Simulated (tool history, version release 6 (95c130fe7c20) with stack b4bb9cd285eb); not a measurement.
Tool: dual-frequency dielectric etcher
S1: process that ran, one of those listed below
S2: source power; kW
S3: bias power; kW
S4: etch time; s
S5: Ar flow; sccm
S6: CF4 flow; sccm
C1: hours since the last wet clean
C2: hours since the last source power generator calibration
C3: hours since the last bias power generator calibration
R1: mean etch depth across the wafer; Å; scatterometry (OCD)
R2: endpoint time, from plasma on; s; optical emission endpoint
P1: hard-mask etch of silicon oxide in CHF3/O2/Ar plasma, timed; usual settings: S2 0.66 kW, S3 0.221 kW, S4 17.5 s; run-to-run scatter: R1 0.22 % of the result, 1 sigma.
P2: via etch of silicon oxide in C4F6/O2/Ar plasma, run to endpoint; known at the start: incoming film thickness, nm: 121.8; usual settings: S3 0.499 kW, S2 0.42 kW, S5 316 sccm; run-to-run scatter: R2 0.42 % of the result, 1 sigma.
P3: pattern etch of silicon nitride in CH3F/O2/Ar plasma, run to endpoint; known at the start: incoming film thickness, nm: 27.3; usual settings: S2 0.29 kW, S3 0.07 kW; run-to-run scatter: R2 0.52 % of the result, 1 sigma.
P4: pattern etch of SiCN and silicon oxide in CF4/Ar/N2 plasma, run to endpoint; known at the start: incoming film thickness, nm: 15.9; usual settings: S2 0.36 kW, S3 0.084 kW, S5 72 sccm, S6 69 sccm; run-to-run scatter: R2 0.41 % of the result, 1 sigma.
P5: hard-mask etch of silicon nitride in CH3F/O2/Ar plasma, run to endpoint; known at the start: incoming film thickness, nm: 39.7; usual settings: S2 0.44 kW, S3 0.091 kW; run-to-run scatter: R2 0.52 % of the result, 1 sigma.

Run 1, hour 8: S1 P1, S2 0.66 kW, S3 0.221 kW, S4 17.5 s; C1 221.8; C2 2058.7; C3 2322.5. Result: R1 387.55 Å.
Run 2, hour 16.8: S1 P1, S2 0.66 kW, S3 0.132 kW, S4 17.5 s; C1 230.6; C2 2067.5; C3 2331.3. Result: R1 327.99 Å.
Run 3, hour 26.6: S1 P5, S2 0.29 kW, S3 0.091 kW; C1 240.4; C2 2077.3; C3 2341.1. Result: R2 60.264 s.
Run 4, hour 31: S1 P1, S2 0.66 kW, S3 0.221 kW, S4 17.5 s; C1 244.8; C2 2081.7; C3 2345.5. Result: R1 389.47 Å.
Run 5, hour 38.8: S1 P3, S2 0.29 kW, S3 0.092 kW; C1 252.6; C2 2089.5; C3 2353.3. Result: R2 40.7 s.
Run 6, hour 46.6: S1 P3, S2 0.29 kW, S3 0.07 kW; C1 260.4; C2 2097.3; C3 2361.1. Result: R2 45.037 s.
Run 7, hour 54.1: S1 P4, S2 0.36 kW, S3 0.068 kW, S5 72 sccm, S6 69 sccm; C1 267.9; C2 2104.8; C3 2368.6. Result: R2 21.959 s.
Run 8, hour 58.9: S1 P1, S2 0.66 kW, S3 0.221 kW, S4 17.5 s; C1 272.7; C2 2109.6; C3 2373.4. Result: R1 388.74 Å.
Run 9, hour 69: S1 P5, S2 0.44 kW, S3 0.091 kW; C1 282.8; C2 2119.7; C3 2383.5. Result: R2 51.912 s.
Run 10, hour 74.7: S1 P4, S2 0.36 kW, S3 0.084 kW, S5 72 sccm, S6 69 sccm; C1 288.5; C2 2125.4; C3 2389.2. Result: R2 20.145 s.
Run 11, hour 82.8: S1 P1, S2 0.87 kW, S3 0.221 kW, S4 17.5 s; C1 296.6; C2 2133.5; C3 2397.3. Result: R1 432.18 Å.
Run 12, hour 88: S1 P2, S2 0.42 kW, S3 0.499 kW, S5 244 sccm; C1 301.8; C2 2138.7; C3 2402.5. Result: R2 26.26 s.
Run 13, hour 95.9: S1 P1, S2 0.66 kW, S3 0.302 kW, S4 17.5 s; C1 309.7; C2 2146.6; C3 2410.4. Result: R1 435.77 Å.
Run 14, hour 103.9: S1 P3, S2 0.41 kW, S3 0.07 kW; C1 317.7; C2 2154.6; C3 2418.4. Result: R2 39.505 s.
Run 15, hour 113.8: S1 P3, S2 0.29 kW, S3 0.07 kW; C1 327.6; C2 2164.5; C3 2428.3. Result: R2 45.378 s.
Run 16, hour 119.5: S1 P4, S2 0.36 kW, S3 0.084 kW, S5 72 sccm, S6 69 sccm; C1 333.3; C2 2170.2; C3 2434. Result: R2 20.241 s.
Run 17, hour 128.4: S1 P1, S2 0.66 kW, S3 0.221 kW, S4 24 s; C1 342.2; C2 2179.1; C3 2442.9. Result: R1 534.54 Å.
Run 18, hour 137: S1 P1, S2 0.83 kW, S3 0.265 kW, S4 17.5 s; C1 350.8; C2 2187.7; C3 2451.5. Result: R1 450.76 Å.
Run 19, hour 146: S1 P4, S2 0.36 kW, S3 0.084 kW, S5 92 sccm, S6 69 sccm; C1 359.8; C2 2196.7; C3 2460.5. Result: R2 20.989 s.
Run 20, hour 154.1: S1 P2, S2 0.42 kW, S3 0.401 kW, S5 316 sccm; C1 367.9; C2 2204.8; C3 2468.6. Result: R2 29.326 s.
Run 21, hour 163.4: S1 P1, S2 0.66 kW, S3 0.221 kW, S4 17.5 s; C1 377.2; C2 2214.1; C3 2477.9. Result: R1 389.26 Å.
Run 22, hour 172.2: S1 P5, S2 0.44 kW, S3 0.061 kW; C1 386; C2 2222.9; C3 2486.7. Result: R2 58.878 s.
Run 23, hour 179.6: S1 P2, S2 0.53 kW, S3 0.499 kW, S5 316 sccm; C1 393.4; C2 2230.3; C3 2494.1. Result: R2 24.736 s.
Run 24, hour 185.8: S1 P2, S2 0.42 kW, S3 0.499 kW, S5 316 sccm; C1 399.6; C2 2236.5; C3 2500.3. Result: R2 26.964 s.
Run 25, hour 193.5: S1 P5, S2 0.44 kW, S3 0.091 kW; C1 407.3; C2 2244.2; C3 2508. Result: R2 51.515 s.
Run 26, hour 198.3: S1 P1, S2 0.66 kW, S3 0.221 kW, S4 10.5 s; C1 412.1; C2 2249; C3 2512.8. Result: R1 232.96 Å.
Run 27, hour 205.8: S1 P1, S2 0.49 kW, S3 0.221 kW, S4 17.5 s; C1 419.6; C2 2256.5; C3 2520.3. Result: R1 349.32 Å.
Run 28, hour 210.7: S1 P1, S2 0.66 kW, S3 0.221 kW, S4 17.5 s; C1 424.5; C2 2261.4; C3 2525.2. Result: R1 388.77 Å.
Run 29, hour 218.7: S1 P1, S2 0.91 kW, S3 0.221 kW, S4 13.5 s; C1 432.5; C2 2269.4; C3 2533.2. Result: R1 339.2 Å.
Run 30, hour 228.4: S1 P4, S2 0.21 kW, S3 0.084 kW, S5 72 sccm, S6 69 sccm; C1 442.2; C2 2279.1; C3 2542.9. Result: R2 32.482 s.
Run 31, hour 237.1: S1 P4, S2 0.36 kW, S3 0.084 kW, S5 72 sccm, S6 87 sccm; C1 450.9; C2 2287.8; C3 2551.6. Result: R2 19.604 s.
Run 32, hour 246: S1 P1, S2 0.66 kW, S3 0.221 kW, S4 17.5 s; C1 459.8; C2 2296.7; C3 2560.5. Result: R1 389.22 Å.
Run 33, hour 251.4: S1 P1, S2 0.66 kW, S3 0.221 kW, S4 17.5 s; C1 465.2; C2 2302.1; C3 2565.9. Result: R1 391.46 Å.
Run 34, hour 261: S1 P1, S2 0.66 kW, S3 0.221 kW, S4 17.5 s; C1 474.8; C2 2311.7; C3 2575.5. Result: R1 392.68 Å.
Run 35, hour 271.3: S1 P1, S2 0.66 kW, S3 0.221 kW, S4 17.5 s; C1 485.1; C2 2322; C3 2585.8. Result: R1 393.43 Å.
Run 36, hour 279.7: S1 P1, S2 0.66 kW, S3 0.221 kW, S4 17.5 s; C1 493.5; C2 2330.4; C3 2594.2. Result: R1 393.27 Å.
Run 37, hour 288: S1 P1, S2 0.66 kW, S3 0.221 kW, S4 17.5 s; C1 501.8; C2 2338.7; C3 2602.5. Result: R1 394.42 Å.
Run 38, hour 293.2: S1 P1, S2 0.66 kW, S3 0.221 kW, S4 17.5 s; C1 507; C2 2343.9; C3 2607.7. Result: R1 394.36 Å.
Run 39, hour 299.5: S1 P1, S2 0.66 kW, S3 0.221 kW, S4 17.5 s; C1 513.3; C2 2350.2; C3 2614. Result: R1 394.41 Å.
At hour 301: wet clean of the chamber.
Run 40, hour 308.4: S1 P1, S2 0.66 kW, S3 0.221 kW, S4 17.5 s; C1 7.5; C2 2359.1; C3 2622.9. Result: R1 394.67 Å.
Run 41, hour 315.9: S1 P1, S2 0.66 kW, S3 0.221 kW, S4 17.5 s; C1 15; C2 2366.6; C3 2630.4. Result: R1 395.17 Å.
Run 42, hour 322.4: S1 P1, S2 0.66 kW, S3 0.221 kW, S4 17.5 s; C1 21.5; C2 2373.1; C3 2636.9. Result: R1 393.48 Å.

What P1 gives has crept away from where it was. These 2 causes fit the log equally well, each at the size given:
A: bias power that arrives over what is set, % = 4.55
B: source power that arrives over what is set, % = 4.19
The creep began at about hour 246.
Why every other cause is out:
chamber walls in a state that raises the etch rate, %: serviced at hour 301, which brought nothing back

4 check runs are offered, each on 2 wafers whose results are averaged, their results left as question marks. Which one tells the causes apart?
Run check 1, hour 328.9: S1 P2, S2 0.42 kW, S3 0.499 kW, S5 316 sccm. Result: R2 ?.
Run check 2, hour 328.9: S1 P4, S2 0.36 kW, S3 0.084 kW, S5 72 sccm, S6 69 sccm. Result: R2 ?.
Run check 3, hour 328.9: S1 P5, S2 0.44 kW, S3 0.091 kW. Result: R2 ?.
Run check 4, hour 328.9: S1 P3, S2 0.29 kW, S3 0.07 kW. Result: R2 ?.

What each check would give under each cause:
  check  result    if A    if B
check 1      R2  26.527  26.567
check 2      R2   19.96  19.545
check 3      R2  50.628  50.659
check 4      R2  44.356  44.361
How far apart the two closest causes lie, in the result that separates them most: check 1 0.15 %; check 2 2.1 %; check 3 0.06 %; check 4 0.01 %
Check 2 tells the causes apart: in the others they would give nearly the same result.

Check 2 was then run and gave: R2 19.891 s. Which cause is it?

It is A: bias power that arrives over what is set, %.

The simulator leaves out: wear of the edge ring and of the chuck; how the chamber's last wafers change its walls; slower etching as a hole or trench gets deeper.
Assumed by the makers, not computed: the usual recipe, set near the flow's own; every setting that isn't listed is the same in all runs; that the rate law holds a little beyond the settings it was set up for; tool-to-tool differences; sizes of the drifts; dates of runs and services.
